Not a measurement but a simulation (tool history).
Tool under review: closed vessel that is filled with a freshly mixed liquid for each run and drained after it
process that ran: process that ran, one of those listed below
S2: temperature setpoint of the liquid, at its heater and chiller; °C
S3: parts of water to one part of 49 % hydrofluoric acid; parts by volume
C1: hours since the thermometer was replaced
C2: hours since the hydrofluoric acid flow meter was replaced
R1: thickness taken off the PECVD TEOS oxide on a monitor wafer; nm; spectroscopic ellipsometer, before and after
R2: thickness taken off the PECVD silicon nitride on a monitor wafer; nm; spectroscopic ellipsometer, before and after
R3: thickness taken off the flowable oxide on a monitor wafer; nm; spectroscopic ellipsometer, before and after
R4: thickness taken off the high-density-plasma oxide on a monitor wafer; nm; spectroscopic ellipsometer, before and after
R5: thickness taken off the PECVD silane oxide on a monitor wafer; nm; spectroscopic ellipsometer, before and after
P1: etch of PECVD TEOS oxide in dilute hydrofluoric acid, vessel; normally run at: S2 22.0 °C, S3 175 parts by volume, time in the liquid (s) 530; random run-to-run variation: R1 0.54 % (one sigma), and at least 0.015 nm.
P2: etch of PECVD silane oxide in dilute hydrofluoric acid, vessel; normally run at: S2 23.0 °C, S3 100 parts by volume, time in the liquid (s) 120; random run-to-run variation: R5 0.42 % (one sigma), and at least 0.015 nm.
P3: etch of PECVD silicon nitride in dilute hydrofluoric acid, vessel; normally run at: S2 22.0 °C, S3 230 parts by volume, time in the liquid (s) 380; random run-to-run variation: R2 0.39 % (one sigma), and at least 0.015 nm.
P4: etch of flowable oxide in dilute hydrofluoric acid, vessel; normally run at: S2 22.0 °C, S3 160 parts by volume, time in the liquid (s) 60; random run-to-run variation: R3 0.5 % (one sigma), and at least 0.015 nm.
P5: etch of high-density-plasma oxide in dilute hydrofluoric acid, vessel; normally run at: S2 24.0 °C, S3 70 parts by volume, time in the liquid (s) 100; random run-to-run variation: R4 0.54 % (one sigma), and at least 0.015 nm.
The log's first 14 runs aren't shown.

run 15 hour=141.5 | process_that_ran=P1 S2=22.0 S3=175 time_in_the_liquid_(s)=530 | C1=806.6 C2=889.3 | R1=34.471
run 16 hour=153.9 | process_that_ran=P5 S2=24.0 S3=70 time_in_the_liquid_(s)=145 | C1=819.0 C2=901.7 | R4=22.314
run 17 hour=165.6 | process_that_ran=P3 S2=22.0 S3=230 time_in_the_liquid_(s)=155 | C1=830.7 C2=913.4 | R2=3.4265
run 18 hour=178.6 | process_that_ran=P1 S2=22.0 S3=300 time_in_the_liquid_(s)=530 | C1=843.7 C2=926.4 | R1=17.698
run 19 hour=189.9 | process_that_ran=P1 S2=28.5 S3=175 time_in_the_liquid_(s)=530 | C1=855.0 C2=937.7 | R1=43.157
run 20 hour=201.1 | process_that_ran=P4 S2=22.0 S3=160 time_in_the_liquid_(s)=60 | C1=866.2 C2=948.9 | R3=11.8060
run 21 hour=212.9 | process_that_ran=P1 S2=22.0 S3=65 time_in_the_liquid_(s)=530 | C1=878.0 C2=960.7 | R1=103.960
run 22 hour=219.2 | process_that_ran=P3 S2=22.0 S3=230 time_in_the_liquid_(s)=380 | C1=884.3 C2=967.0 | R2=8.3425
run 23 hour=229.1 | process_that_ran=P5 S2=24.0 S3=25 time_in_the_liquid_(s)=100 | C1=894.2 C2=976.9 | R4=46.047
run 24 hour=236.9 | process_that_ran=P4 S2=17.0 S3=160 time_in_the_liquid_(s)=60 | C1=902.0 C2=984.7 | R3=9.7287
run 25 hour=247.5 | process_that_ran=P5 S2=19.0 S3=70 time_in_the_liquid_(s)=100 | C1=912.6 C2=995.3 | R4=12.613
run 26 hour=255.6 | process_that_ran=P4 S2=22.0 S3=225 time_in_the_liquid_(s)=60 | C1=920.7 C2=1003.4 | R3=7.8789
run 27 hour=264.2 | process_that_ran=P2 S2=23.0 S3=65 time_in_the_liquid_(s)=120 | C1=929.3 C2=1012.0 | R5=38.2330
run 28 hour=275.3 | process_that_ran=P2 S2=30.0 S3=100 time_in_the_liquid_(s)=120 | C1=940.4 C2=1023.1 | R5=31.3770
run 29 hour=282.5 | process_that_ran=P1 S2=22.0 S3=175 time_in_the_liquid_(s)=530 | C1=947.6 C2=1030.3 | R1=34.455
run 30 hour=291.3 | process_that_ran=P1 S2=22.0 S3=175 time_in_the_liquid_(s)=530 | C1=956.4 C2=1039.1 | R1=34.523
run 31 hour=302.2 | process_that_ran=P1 S2=22.0 S3=175 time_in_the_liquid_(s)=530 | C1=967.3 C2=1050.0 | R1=35.540
run 32 hour=315.5 | process_that_ran=P1 S2=22.0 S3=175 time_in_the_liquid_(s)=530 | C1=980.6 C2=1063.3 | R1=35.649
run 33 hour=327.7 | process_that_ran=P1 S2=22.0 S3=175 time_in_the_liquid_(s)=530 | C1=992.8 C2=1075.5 | R1=36.205

Expected results for the next run?
run 34 hour=341.1 | process_that_ran=P1 S2=22.0 S3=175 time_in_the_liquid_(s)=530 | C1=1006.2 C2=1088.9 | R1=?

Run 34 came out at R1 36.337 nm.
